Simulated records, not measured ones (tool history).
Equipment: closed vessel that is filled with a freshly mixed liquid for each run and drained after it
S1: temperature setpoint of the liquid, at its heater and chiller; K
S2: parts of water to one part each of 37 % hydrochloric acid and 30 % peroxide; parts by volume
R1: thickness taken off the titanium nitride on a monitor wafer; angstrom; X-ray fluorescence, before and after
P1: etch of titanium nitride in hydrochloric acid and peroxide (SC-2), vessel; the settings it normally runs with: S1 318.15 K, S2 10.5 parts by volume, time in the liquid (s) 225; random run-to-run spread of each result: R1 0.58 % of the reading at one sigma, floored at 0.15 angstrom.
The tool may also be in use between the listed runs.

{"run": 1, "hour": 18.4, "S1": 318.15, "S2": 10.5, "time in the liquid (s)": 225, "R1": 45.48}
{"run": 2, "hour": 31.2, "S1": 318.15, "S2": 10.5, "time in the liquid (s)": 225, "R1": 45.336}
{"run": 3, "hour": 48.2, "S1": 318.15, "S2": 10.5, "time in the liquid (s)": 390, "R1": 79.214}
{"run": 4, "hour": 63.8, "S1": 318.15, "S2": 10.5, "time in the liquid (s)": 30, "R1": 6.0267}
{"run": 5, "hour": 75.1, "S1": 334.15, "S2": 10.5, "time in the liquid (s)": 225, "R1": 130.53}
{"run": 6, "hour": 92.5, "S1": 310.65, "S2": 10.5, "time in the liquid (s)": 60, "R1": 7.0398}
{"run": 7, "hour": 102.0, "S1": 308.15, "S2": 10.5, "time in the liquid (s)": 225, "R1": 22.329}
{"run": 8, "hour": 113.7, "S1": 318.15, "S2": 10.5, "time in the liquid (s)": 225, "R1": 45.413}
{"run": 9, "hour": 124.5, "S1": 318.15, "S2": 4.0, "time in the liquid (s)": 225, "R1": 93.778}
{"run": 10, "hour": 138.5, "S1": 318.15, "S2": 10.5, "time in the liquid (s)": 225, "R1": 45.976}
{"run": 11, "hour": 149.4, "S1": 318.15, "S2": 18.5, "time in the liquid (s)": 225, "R1": 27.896}

For run 12, what comes out?
{"run": 12, "hour": 165.0, "S1": 318.15, "S2": 10.5, "time in the liquid (s)": 225, "R1": "?"}

R1: 46.1280 angstrom
